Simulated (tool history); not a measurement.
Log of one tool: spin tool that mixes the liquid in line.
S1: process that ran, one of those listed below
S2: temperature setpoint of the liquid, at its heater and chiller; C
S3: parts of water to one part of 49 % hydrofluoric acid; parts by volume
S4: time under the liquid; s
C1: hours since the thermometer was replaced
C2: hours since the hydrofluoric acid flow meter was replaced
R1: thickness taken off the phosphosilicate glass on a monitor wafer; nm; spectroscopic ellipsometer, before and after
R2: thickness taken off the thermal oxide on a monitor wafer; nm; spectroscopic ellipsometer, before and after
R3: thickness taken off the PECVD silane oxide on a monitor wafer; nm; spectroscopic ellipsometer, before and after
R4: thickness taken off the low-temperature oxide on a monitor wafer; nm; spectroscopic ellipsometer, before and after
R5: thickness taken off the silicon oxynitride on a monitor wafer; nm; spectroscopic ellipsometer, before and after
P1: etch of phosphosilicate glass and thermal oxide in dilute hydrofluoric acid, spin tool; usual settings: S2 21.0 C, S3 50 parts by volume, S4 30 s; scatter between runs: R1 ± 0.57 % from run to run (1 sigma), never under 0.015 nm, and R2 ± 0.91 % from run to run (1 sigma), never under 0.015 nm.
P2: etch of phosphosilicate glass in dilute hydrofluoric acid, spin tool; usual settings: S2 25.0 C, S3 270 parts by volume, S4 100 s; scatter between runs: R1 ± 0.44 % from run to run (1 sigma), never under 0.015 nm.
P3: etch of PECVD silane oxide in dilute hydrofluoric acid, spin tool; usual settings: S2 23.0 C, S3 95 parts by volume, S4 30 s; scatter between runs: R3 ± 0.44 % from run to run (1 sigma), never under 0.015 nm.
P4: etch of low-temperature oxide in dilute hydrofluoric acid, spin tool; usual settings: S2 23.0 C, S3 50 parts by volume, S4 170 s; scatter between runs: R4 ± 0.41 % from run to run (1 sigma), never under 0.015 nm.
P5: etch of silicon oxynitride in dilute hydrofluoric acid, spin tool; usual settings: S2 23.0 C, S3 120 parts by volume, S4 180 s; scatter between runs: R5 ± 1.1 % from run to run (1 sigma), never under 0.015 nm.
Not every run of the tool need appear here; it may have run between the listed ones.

run 1 hour=7.5 | S1=P1 S2=21.0 S3=50 S4=30 | C1=1647.1 C2=532.1 | R1=37.101 R2=2.71200
run 2 hour=14.4 | S1=P2 S2=25.0 S3=270 S4=100 | C1=1654.0 C2=539.0 | R1=50.261
run 3 hour=21.3 | S1=P2 S2=30.0 S3=270 S4=100 | C1=1660.9 C2=545.9 | R1=59.005
run 4 hour=27.2 | S1=P1 S2=24.5 S3=50 S4=15 | C1=1666.8 C2=551.8 | R1=21.636 R2=1.54760
run 5 hour=33.8 | S1=P1 S2=28.0 S3=50 S4=30 | C1=1673.4 C2=558.4 | R1=49.894 R2=3.52460
run 6 hour=40.1 | S1=P1 S2=17.0 S3=50 S4=60 | C1=1679.7 C2=564.7 | R1=62.864 R2=4.56980
run 7 hour=44.0 | S1=P1 S2=21.0 S3=75 S4=15 | C1=1683.6 C2=568.6 | R1=12.115 R2=0.82896
run 8 hour=47.3 | S1=P3 S2=23.0 S3=135 S4=30 | C1=1686.9 C2=571.9 | R3=7.9273
run 9 hour=51.0 | S1=P4 S2=23.0 S3=50 S4=170 | C1=1690.6 C2=575.6 | R4=48.499
run 10 hour=56.0 | S1=P4 S2=23.0 S3=50 S4=260 | C1=1695.6 C2=580.6 | R4=74.904
run 11 hour=62.7 | S1=P4 S2=18.0 S3=50 S4=170 | C1=1702.3 C2=587.3 | R4=39.610
run 12 hour=68.6 | S1=P1 S2=21.0 S3=50 S4=30 | C1=1708.2 C2=593.2 | R1=37.613 R2=2.62990
run 13 hour=72.5 | S1=P3 S2=23.0 S3=95 S4=30 | C1=1712.1 C2=597.1 | R3=11.8490
run 14 hour=76.1 | S1=P5 S2=23.0 S3=120 S4=35 | C1=1715.7 C2=600.7 | R5=0.43253
run 15 hour=82.1 | S1=P2 S2=25.0 S3=270 S4=165 | C1=1721.7 C2=606.7 | R1=82.747
run 16 hour=87.7 | S1=P5 S2=17.0 S3=120 S4=180 | C1=1727.3 C2=612.3 | R5=1.55450
run 17 hour=94.4 | S1=P2 S2=25.0 S3=270 S4=100 | C1=1734.0 C2=619.0 | R1=49.627
run 18 hour=98.1 | S1=P2 S2=25.0 S3=410 S4=100 | C1=1737.7 C2=622.7 | R1=28.781
run 19 hour=104.3 | S1=P5 S2=23.0 S3=185 S4=180 | C1=1743.9 C2=628.9 | R5=1.28330
run 20 hour=108.2 | S1=P1 S2=21.0 S3=50 S4=30 | C1=1747.8 C2=632.8 | R1=37.203 R2=2.65750
run 21 hour=115.2 | S1=P5 S2=23.0 S3=120 S4=180 | C1=1754.8 C2=639.8 | R5=2.10740
run 22 hour=118.4 | S1=P4 S2=23.0 S3=20 S4=170 | C1=1758.0 C2=643.0 | R4=127.090
run 23 hour=124.8 | S1=P1 S2=21.0 S3=90 S4=30 | C1=1764.4 C2=649.4 | R1=19.863 R2=1.42770
run 24 hour=131.8 | S1=P1 S2=21.0 S3=50 S4=30 | C1=1771.4 C2=656.4 | R1=37.137 R2=2.70320
run 25 hour=137.5 | S1=P1 S2=21.0 S3=20 S4=30 | C1=1777.1 C2=662.1 | R1=97.340 R2=6.97550
run 26 hour=142.8 | S1=P1 S2=21.0 S3=50 S4=15 | C1=1782.4 C2=667.4 | R1=18.643 R2=1.33410
run 27 hour=147.0 | S1=P1 S2=21.0 S3=50 S4=30 | C1=1786.6 C2=671.6 | R1=37.301 R2=2.68720
run 28 hour=151.1 | S1=P5 S2=23.0 S3=120 S4=180 | C1=1790.7 C2=675.7 | R5=2.06510
run 29 hour=157.9 | S1=P3 S2=29.5 S3=95 S4=30 | C1=1797.5 C2=682.5 | R3=15.0830
run 30 hour=163.6 | S1=P1 S2=21.0 S3=50 S4=30 | C1=1803.2 C2=688.2 | R1=37.331 R2=2.66100
run 31 hour=168.2 | S1=P3 S2=23.0 S3=95 S4=45 | C1=1807.8 C2=692.8 | R3=17.6120
run 32 hour=173.7 | S1=P1 S2=17.0 S3=50 S4=30 | C1=1813.3 C2=698.3 | R1=31.287 R2=2.23390
run 33 hour=177.9 | S1=P1 S2=21.0 S3=50 S4=60 | C1=1817.5 C2=702.5 | R1=74.776 R2=5.36120
run 34 hour=184.0 | S1=P1 S2=21.0 S3=50 S4=30 | C1=1823.6 C2=708.6 | R1=37.153 R2=2.69610
run 35 hour=191.0 | S1=P1 S2=21.0 S3=50 S4=30 | C1=1830.6 C2=715.6 | R1=35.824 R2=2.64590
run 36 hour=195.6 | S1=P1 S2=21.0 S3=50 S4=30 | C1=1835.2 C2=720.2 | R1=35.605 R2=2.51870
run 37 hour=202.7 | S1=P1 S2=21.0 S3=50 S4=30 | C1=1842.3 C2=727.3 | R1=34.973 R2=2.49670
run 38 hour=208.1 | S1=P1 S2=21.0 S3=50 S4=30 | C1=1847.7 C2=732.7 | R1=34.777 R2=2.47310
run 39 hour=214.3 | S1=P1 S2=21.0 S3=50 S4=30 | C1=1853.9 C2=738.9 | R1=34.012 R2=2.43900
run 40 hour=220.1 | S1=P1 S2=21.0 S3=50 S4=30 | C1=1859.7 C2=744.7 | R1=34.229 R2=2.43340
run 41 hour=225.0 | S1=P1 S2=21.0 S3=50 S4=30 | C1=1864.6 C2=749.6 | R1=34.268 R2=2.42870
run 42 hour=230.4 | S1=P1 S2=21.0 S3=50 S4=30 | C1=1870.0 C2=755.0 | R1=33.920 R2=2.46480
run 43 hour=234.4 | S1=P1 S2=21.0 S3=50 S4=30 | C1=1874.0 C2=759.0 | R1=34.509 R2=2.42940
run 44 hour=241.0 | S1=P1 S2=21.0 S3=50 S4=30 | C1=1880.6 C2=765.6 | R1=34.032 R2=2.42510

What P1 gives has crept away from where it was. These 2 causes fit the log equally well, each at the size given:
A: hydrofluoric acid flow below the setpoint (%) = 8.37
B: liquid colder than its thermometer reads (K) = 2.19
Creep in the process output first set in at about hour 184.0.

4 check runs are offered, one wafer each, their results left as question marks. Which one tells the causes apart?
run check 1 hour=247.6 | S1=P5 S2=23.0 S3=120 S4=180 | R5=?
run check 2 hour=247.6 | S1=P3 S2=23.0 S3=95 S4=30 | R3=?
run check 3 hour=247.6 | S1=P2 S2=25.0 S3=270 S4=100 | R1=?
run check 4 hour=247.6 | S1=P4 S2=23.0 S3=50 S4=170 | R4=?

Expected result of each check under each candidate cause:
check=check_1 result=R5 if_A=1.87690 if_B=1.86160
check=check_2 result=R3 if_A=10.6980 if_B=10.7960
check=check_3 result=R1 if_A=44.824 if_B=46.410
check=check_4 result=R4 if_A=44.453 if_B=44.530
Distance between the nearest two causes, measured in the result of the check that separates them most: check 1 0.82 %; check 2 0.91 %; check 3 3.48 %; check 4 0.17 %
The causes can be told apart only by check 3. The other checks would give nearly the same results under each of them.

Check 3 has now been run. It gave: R1 46.656 nm. Which of the candidate causes is it?

Of the candidate causes, it is B: liquid colder than its thermometer reads (K).
